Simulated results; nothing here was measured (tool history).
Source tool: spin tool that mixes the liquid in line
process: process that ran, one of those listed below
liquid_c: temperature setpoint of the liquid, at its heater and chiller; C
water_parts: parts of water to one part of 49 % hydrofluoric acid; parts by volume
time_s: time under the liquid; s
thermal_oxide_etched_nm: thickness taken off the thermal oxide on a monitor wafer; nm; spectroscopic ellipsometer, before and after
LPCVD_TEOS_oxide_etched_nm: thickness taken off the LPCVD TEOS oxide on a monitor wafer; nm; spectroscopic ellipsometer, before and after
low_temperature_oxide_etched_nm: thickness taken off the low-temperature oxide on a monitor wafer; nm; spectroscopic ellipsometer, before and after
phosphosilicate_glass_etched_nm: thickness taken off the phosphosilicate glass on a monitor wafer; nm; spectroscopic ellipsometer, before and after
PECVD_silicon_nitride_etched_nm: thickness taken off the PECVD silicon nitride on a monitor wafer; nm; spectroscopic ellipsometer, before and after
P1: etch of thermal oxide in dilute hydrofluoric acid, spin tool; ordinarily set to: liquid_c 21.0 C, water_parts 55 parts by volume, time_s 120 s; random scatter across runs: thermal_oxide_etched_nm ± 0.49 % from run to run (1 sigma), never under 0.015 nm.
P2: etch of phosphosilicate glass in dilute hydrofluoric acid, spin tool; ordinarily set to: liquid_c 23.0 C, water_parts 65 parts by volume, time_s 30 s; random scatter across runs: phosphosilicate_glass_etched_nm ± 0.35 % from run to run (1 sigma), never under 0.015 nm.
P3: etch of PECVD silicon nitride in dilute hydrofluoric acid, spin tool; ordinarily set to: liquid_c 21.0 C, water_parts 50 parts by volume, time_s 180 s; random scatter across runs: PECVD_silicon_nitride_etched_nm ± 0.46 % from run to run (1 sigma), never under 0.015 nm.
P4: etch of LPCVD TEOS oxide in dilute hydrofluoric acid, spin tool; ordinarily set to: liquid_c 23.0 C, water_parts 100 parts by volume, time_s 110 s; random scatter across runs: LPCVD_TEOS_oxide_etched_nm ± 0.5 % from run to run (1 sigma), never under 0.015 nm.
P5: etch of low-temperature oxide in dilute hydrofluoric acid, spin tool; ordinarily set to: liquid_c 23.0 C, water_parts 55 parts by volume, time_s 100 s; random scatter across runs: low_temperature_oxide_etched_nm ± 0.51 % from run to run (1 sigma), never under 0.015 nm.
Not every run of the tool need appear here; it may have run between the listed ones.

run,hour,process,liquid_c,water_parts,time_s,thermal_oxide_etched_nm,LPCVD_TEOS_oxide_etched_nm,low_temperature_oxide_etched_nm,phosphosilicate_glass_etched_nm,PECVD_silicon_nitride_etched_nm
1,10.9,P1,21.0,55,120,9.8584,,,,
2,19.0,P4,17.0,100,110,,23.466,,,
3,25.0,P5,23.0,55,35,,,9.3464,,
4,35.8,P2,23.0,95,30,,,,48.204,
5,44.1,P1,26.0,55,120,12.0470,,,,
6,53.4,P2,26.5,65,30,,,,84.754,
7,59.8,P1,21.0,25,120,22.4050,,,,
8,72.0,P2,23.0,65,15,,,,36.781,
9,82.9,P4,23.0,100,110,,30.006,,,
10,88.7,P3,21.0,50,360,,,,,19.2860
11,100.7,P1,17.0,55,120,8.3112,,,,
12,107.6,P5,23.0,55,100,,,26.8460,,
13,115.1,P3,21.0,70,180,,,,,6.8931
14,122.2,P1,21.0,55,120,9.8850,,,,
15,130.4,P1,21.0,55,65,5.3176,,,,
16,137.6,P1,21.0,55,120,9.7617,,,,
17,147.8,P1,21.0,95,120,5.3831,,,,
18,157.2,P5,23.0,55,100,,,26.7030,,
19,167.0,P1,28.5,20,120,38.7630,,,,
20,179.4,P5,23.0,95,100,,,14.7620,,
21,188.5,P1,21.0,55,120,9.6998,,,,
22,200.3,P3,21.0,50,180,,,,,9.7048
23,210.8,P3,25.0,50,180,,,,,12.5670
24,216.3,P2,23.0,65,30,,,,73.700,
25,226.2,P2,23.0,65,30,,,,73.676,
26,233.7,P4,23.0,165,110,,16.853,,,
27,245.1,P4,23.0,100,170,,46.209,,,
28,256.6,P1,21.0,55,195,16.1160,,,,
29,264.9,P5,17.5,55,100,,,21.3320,,
30,273.1,P1,21.0,55,120,9.7237,,,,
31,283.0,P1,21.0,55,120,9.8550,,,,
32,290.8,P1,21.0,55,120,9.5704,,,,
33,298.1,P1,21.0,55,120,9.4429,,,,
34,309.0,P1,21.0,55,120,9.3695,,,,
35,317.8,P1,21.0,55,120,9.2518,,,,
36,329.8,P1,21.0,55,120,9.2395,,,,
37,338.5,P1,21.0,55,120,9.2421,,,,
38,348.0,P1,21.0,55,120,9.1670,,,,
39,353.7,P1,21.0,55,120,9.0862,,,,

What P1 gives has crept away from where it was. These 2 causes fit the log equally well, each at the size given:
A: hydrofluoric acid flow below the setpoint (%) = 6.25
B: liquid colder than its thermometer reads (K) = 1.64
The gradual shift began around hour 283.0.

Question marks stand in for the results of the 4 check runs listed below, each run on one wafer. Under which run would the listed causes show clearly different results?
check 1,359.4,P3,21.0,50,180,,,,,?
check 2,359.4,P2,23.0,65,30,,,,?,
check 3,359.4,P5,23.0,55,100,,,?,,
check 4,359.4,P4,23.0,100,110,,?,,,

How each check would come out, cause by cause:
check,result,if A,if B
check 1,PECVD_silicon_nitride_etched_nm,9.0580,8.6079
check 2,phosphosilicate_glass_etched_nm,68.548,68.702
check 3,low_temperature_oxide_etched_nm,24.9590,24.9860
check 4,LPCVD_TEOS_oxide_etched_nm,27.911,28.092
Separation of the two closest causes in each check, using whichever result separates them best: check 1 5.1 %; check 2 0.22 %; check 3 0.11 %; check 4 0.65 %
Only in check 1 would the causes give clearly different results; in the remaining checks their results would be nearly the same.

With check 1 done, the readings were: PECVD_silicon_nitride_etched_nm 8.6734 nm. Identify which of the listed causes applies.

The correct cause is B, namely: liquid colder than its thermometer reads (K).

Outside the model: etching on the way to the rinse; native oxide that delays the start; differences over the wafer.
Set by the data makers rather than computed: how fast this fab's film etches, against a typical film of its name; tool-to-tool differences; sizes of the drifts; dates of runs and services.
